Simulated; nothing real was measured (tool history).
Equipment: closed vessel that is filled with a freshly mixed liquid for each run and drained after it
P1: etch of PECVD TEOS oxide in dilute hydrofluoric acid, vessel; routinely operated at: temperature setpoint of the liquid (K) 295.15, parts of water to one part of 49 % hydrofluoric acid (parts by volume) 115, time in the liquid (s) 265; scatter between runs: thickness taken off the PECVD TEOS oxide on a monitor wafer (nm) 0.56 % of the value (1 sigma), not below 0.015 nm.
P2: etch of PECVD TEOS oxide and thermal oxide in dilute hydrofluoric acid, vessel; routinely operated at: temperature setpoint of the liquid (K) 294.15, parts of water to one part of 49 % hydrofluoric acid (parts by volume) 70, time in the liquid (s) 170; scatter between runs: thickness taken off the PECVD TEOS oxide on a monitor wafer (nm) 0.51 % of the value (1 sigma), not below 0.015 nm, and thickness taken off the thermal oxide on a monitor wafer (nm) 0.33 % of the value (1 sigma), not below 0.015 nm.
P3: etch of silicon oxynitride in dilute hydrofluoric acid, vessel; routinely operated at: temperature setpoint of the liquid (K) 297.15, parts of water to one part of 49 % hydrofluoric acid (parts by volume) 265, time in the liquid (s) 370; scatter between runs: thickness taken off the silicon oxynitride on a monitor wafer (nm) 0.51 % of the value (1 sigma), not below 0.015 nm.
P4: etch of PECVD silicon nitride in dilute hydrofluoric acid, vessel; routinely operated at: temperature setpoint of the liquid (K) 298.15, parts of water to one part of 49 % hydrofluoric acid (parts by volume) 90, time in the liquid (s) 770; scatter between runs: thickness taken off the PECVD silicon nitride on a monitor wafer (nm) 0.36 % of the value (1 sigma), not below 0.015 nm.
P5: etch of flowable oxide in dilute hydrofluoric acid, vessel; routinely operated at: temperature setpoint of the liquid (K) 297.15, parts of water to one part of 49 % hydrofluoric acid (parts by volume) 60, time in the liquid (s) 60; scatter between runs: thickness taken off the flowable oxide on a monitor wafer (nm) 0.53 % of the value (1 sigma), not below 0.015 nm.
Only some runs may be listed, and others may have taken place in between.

run	day	process that ran	temperature setpoint of the liquid (K)	parts of water to one part of 49 % hydrofluoric acid (parts by volume)	time in the liquid (s)	hours since the thermometer was replaced	hours since the hydrofluoric acid flow meter was replaced	thickness taken off the PECVD TEOS oxide on a monitor wafer (nm)	thickness taken off the thermal oxide on a monitor wafer (nm)	thickness taken off the PECVD silicon nitride on a monitor wafer (nm)	thickness taken off the silicon oxynitride on a monitor wafer (nm)	thickness taken off the flowable oxide on a monitor wafer (nm)
1	0.571	P1	295.15	115	265	509.7	1172.9	50.0380				
2	1.304	P2	294.15	70	30	527.3	1190.5	3.3711	1.9746			
3	1.842	P1	295.15	115	265	540.2	1203.4	49.5030				
4	2.200	P1	299.65	115	265	548.8	1212.0	59.4010				
5	2.779	P4	293.65	90	770	562.7	1225.9			12.938		
6	3.142	P1	295.15	115	265	571.4	1234.6	50.0400				
7	3.742	P2	294.15	70	170	585.8	1249.0	18.9920	11.1910			
8	4.408	P1	295.15	115	265	601.8	1265.0	49.6020				
9	4.888	P3	297.15	425	370	613.3	1276.5				2.8250	
10	5.279	P5	297.15	110	60	622.7	1285.9					25.056
11	5.692	P5	297.15	60	60	632.6	1295.8					49.208
12	6.167	P1	290.65	115	160	644.0	1307.2	25.1490				
13	6.688	P2	294.15	70	170	656.5	1319.7	19.0430	11.1540			
14	7.158	P2	294.15	35	170	667.8	1331.0	39.9200	23.3190			
15	7.708	P4	298.15	45	770	681.0	1344.2			34.736		
16	8.154	P1	290.15	115	265	691.7	1354.9	40.6430				
17	8.875	P4	298.15	90	770	709.0	1372.2			17.480		
18	9.579	P5	297.15	60	115	725.9	1389.1					94.805
19	10.367	P4	298.15	90	1415	744.8	1408.0			32.100		
20	10.796	P1	290.15	60	265	755.1	1418.3	82.5750				
21	11.362	P5	304.15	60	60	768.7	1431.9					64.595
22	11.862	P2	290.15	70	170	780.7	1443.9	16.2600	9.4358			
23	12.467	P5	297.15	60	60	795.2	1458.4					49.577
24	12.812	P1	295.15	115	265	803.5	1466.7	49.7660				
25	13.421	P3	290.15	265	370	818.1	1481.3				3.6682	
26	14.200	P3	297.15	265	370	836.8	1500.0				4.9736	
27	14.700	P1	295.15	115	140	848.8	1512.0	26.3360				
28	15.238	P1	295.15	205	265	861.7	1524.9	25.1530				
29	15.838	P1	295.15	115	265	876.1	1539.3	49.5980				
30	16.458	P1	295.15	115	475	891.0	1554.2	89.2870				
31	17.025	P1	295.15	25	265	904.6	1567.8	255.0000				
32	17.529	P3	297.15	265	140	916.7	1579.9				1.9246	
33	18.133	P1	295.15	115	265	931.2	1594.4	49.6460				
34	18.896	P1	295.15	115	265	949.5	1612.7	52.2050				
35	19.625	P1	295.15	115	265	967.0	1630.2	52.8630				
36	20.325	P1	295.15	115	265	983.8	1647.0	53.0130				
37	20.712	P1	295.15	115	265	993.1	1656.3	53.3730				
38	21.146	P1	295.15	115	265	1003.5	1666.7	53.5160				
39	21.558	P1	295.15	115	265	1013.4	1676.6	53.4110				

What P1 gives has crept away from where it was. These 2 causes fit the log equally well, each at the size given:
A: hydrofluoric acid flow above the setpoint (%) = 6.39
B: liquid hotter than its thermometer reads (K) = 1.77
The creep began at about day 18.133.

Which of the 4 check runs listed below separates the causes, so that each cause would produce a clearly different result? Each run uses one wafer, and its results are marked with question marks.
check 1	21.971	P5	297.15	105	60							?
check 2	21.971	P4	298.15	90	1165					?		
check 3	21.971	P3	290.65	350	370						?	
check 4	21.971	P2	290.15	70	70			?	?			

How each check would come out, cause by cause:
check	result	if A	if B
check 1	thickness taken off the flowable oxide on a monitor wafer (nm)	28.463	28.452
check 2	thickness taken off the PECVD silicon nitride on a monitor wafer (nm)	28.259	29.830
check 3	thickness taken off the silicon oxynitride on a monitor wafer (nm)	2.9307	2.9456
check 4	thickness taken off the PECVD TEOS oxide on a monitor wafer (nm)	7.1063	7.1706
check 4	thickness taken off the thermal oxide on a monitor wafer (nm)	4.1638	4.2015
Distance between the nearest two causes, measured in the result of the check that separates them most: check 1 0.04 %; check 2 5.41 %; check 3 0.51 %; check 4 0.9 %
Check 2 tells the causes apart: in the others they would give nearly the same result.

Check 2 was carried out, with these results: thickness taken off the PECVD silicon nitride on a monitor wafer (nm) 28.140. Which of the listed causes is responsible?

The cause is A: hydrofluoric acid flow above the setpoint (%).
